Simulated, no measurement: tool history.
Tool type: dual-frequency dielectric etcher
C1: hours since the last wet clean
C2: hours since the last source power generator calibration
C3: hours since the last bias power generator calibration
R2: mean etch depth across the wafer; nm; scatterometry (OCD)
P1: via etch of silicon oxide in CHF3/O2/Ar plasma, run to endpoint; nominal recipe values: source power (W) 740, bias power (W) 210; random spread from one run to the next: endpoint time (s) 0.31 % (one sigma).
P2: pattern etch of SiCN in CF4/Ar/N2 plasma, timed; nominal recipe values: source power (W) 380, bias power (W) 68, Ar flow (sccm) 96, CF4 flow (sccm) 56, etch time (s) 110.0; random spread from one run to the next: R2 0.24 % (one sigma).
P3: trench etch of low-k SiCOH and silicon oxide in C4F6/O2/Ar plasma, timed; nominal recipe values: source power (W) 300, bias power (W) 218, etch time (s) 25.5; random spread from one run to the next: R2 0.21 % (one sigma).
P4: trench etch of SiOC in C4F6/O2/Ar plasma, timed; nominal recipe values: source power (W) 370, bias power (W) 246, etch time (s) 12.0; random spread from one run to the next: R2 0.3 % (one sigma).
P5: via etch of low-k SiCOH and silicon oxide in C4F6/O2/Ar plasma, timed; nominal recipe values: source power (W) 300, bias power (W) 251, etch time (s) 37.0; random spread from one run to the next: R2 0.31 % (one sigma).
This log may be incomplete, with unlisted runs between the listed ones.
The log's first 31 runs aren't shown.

run 32 hour=114.9 | process_that_ran=P1 source_power_(W)=740 bias_power_(W)=210 | C1=382.3 C2=1036.8 C3=2302.4 | endpoint_time_(s)=252.84
run 33 hour=119.1 | process_that_ran=P1 source_power_(W)=740 bias_power_(W)=210 | C1=386.5 C2=1041.0 C3=2306.6 | endpoint_time_(s)=250.52
run 34 hour=123.5 | process_that_ran=P1 source_power_(W)=740 bias_power_(W)=210 | C1=390.9 C2=1045.4 C3=2311.0 | endpoint_time_(s)=249.63
run 35 hour=128.3 | process_that_ran=P1 source_power_(W)=740 bias_power_(W)=210 | C1=395.7 C2=1050.2 C3=2315.8 | endpoint_time_(s)=249.87
-- hour=129.5 wet clean of the chamber
run 36 hour=131.1 | process_that_ran=P1 source_power_(W)=740 bias_power_(W)=210 | C1=1.7 C2=1053.0 C3=2318.6 | endpoint_time_(s)=249.53
run 37 hour=135.2 | process_that_ran=P1 source_power_(W)=740 bias_power_(W)=210 | C1=5.8 C2=1057.1 C3=2322.7 | endpoint_time_(s)=249.15
run 38 hour=137.9 | process_that_ran=P1 source_power_(W)=740 bias_power_(W)=210 | C1=8.5 C2=1059.8 C3=2325.4 | endpoint_time_(s)=248.15
run 39 hour=142.5 | process_that_ran=P1 source_power_(W)=740 bias_power_(W)=210 | C1=13.1 C2=1064.4 C3=2330.0 | endpoint_time_(s)=249.25
run 40 hour=146.6 | process_that_ran=P1 source_power_(W)=740 bias_power_(W)=210 | C1=17.2 C2=1068.5 C3=2334.1 | endpoint_time_(s)=249.41
run 41 hour=150.7 | process_that_ran=P1 source_power_(W)=740 bias_power_(W)=210 | C1=21.3 C2=1072.6 C3=2338.2 | endpoint_time_(s)=248.68

Estimate the outcome of run 42 from the log above:
run 42 hour=154.7 | process_that_ran=P1 source_power_(W)=740 bias_power_(W)=210 | C1=25.3 C2=1076.6 C3=2342.2 | endpoint_time_(s)=?

{"run 42": {"endpoint time (s)": 249.58}}
